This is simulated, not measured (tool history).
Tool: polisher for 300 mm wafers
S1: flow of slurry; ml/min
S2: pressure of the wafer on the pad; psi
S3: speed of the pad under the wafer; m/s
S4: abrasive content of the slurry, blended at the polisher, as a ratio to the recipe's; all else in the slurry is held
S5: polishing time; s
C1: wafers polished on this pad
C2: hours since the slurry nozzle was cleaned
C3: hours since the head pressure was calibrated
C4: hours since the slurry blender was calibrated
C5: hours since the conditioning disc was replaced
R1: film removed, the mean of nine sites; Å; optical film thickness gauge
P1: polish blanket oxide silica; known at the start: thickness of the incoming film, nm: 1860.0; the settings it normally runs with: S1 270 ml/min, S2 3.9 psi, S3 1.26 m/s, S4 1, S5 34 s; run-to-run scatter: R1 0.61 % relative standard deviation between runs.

run	hour	S1	S2	S3	S4	S5	C1	C2	C3	C4	C5	R1
1	10.1	270	3.9	1.26	1	34	467	198.5	224.8	80.4	124.3	973.06
2	19.2	270	1.8	1.26	1	34	597	207.6	233.9	89.5	133.4	459.32
3	36.9	270	3.9	1.26	0.5	34	851	225.3	251.6	107.2	151.1	672.82
4	51.1	380	3.9	0.62	1	34	1054	239.5	265.8	121.4	165.3	570.67
5	63.2	270	3.9	1.26	1	34	1227	251.6	277.9	133.5	177.4	990.98
6	71.9	270	3.9	1.26	1	34	1352	260.3	286.6	142.2	186.1	988.22
# hour 80.5: worn pad replaced by a new one
7	89.9	270	3.9	1.26	1	34	135	278.3	304.6	160.2	204.1	978.29
# hour 91: head pressure recalibrated
8	102.7	270	3.9	1.26	1	52	318	291.1	11.7	173	216.9	1512.9
9	113.4	270	3.9	1.26	1	34	472	301.8	22.4	183.7	227.6	991.42
10	123.7	165	3.9	1.26	1	34	619	312.1	32.7	194	237.9	915.25
11	139.6	270	3.9	0.56	1	34	847	328	48.6	209.9	253.8	514.09
12	158.6	270	3.9	1.98	1	34	1119	347	67.6	228.9	272.8	1398.4
13	173.9	270	3.9	1.26	1.45	34	1338	362.3	82.9	244.2	288.1	1155.4
14	189	270	3.9	1.26	1	15	1554	377.4	98	259.3	303.2	432.79
15	202.5	270	5.4	1.26	1	34	1747	390.9	111.5	272.8	316.7	1361.2
16	218.7	355	3.9	1.26	1	34	1979	407.1	127.7	289	332.9	1019.3
17	232.6	270	3.9	1.26	1	34	2178	421	141.6	302.9	346.8	991.73

Run 18 has not been measured yet. What should we expect?
18	241.9	270	3.9	1.26	1	34	2311	430.3	150.9	312.2	356.1	?

{"run 18": {"R1": 959.34}}
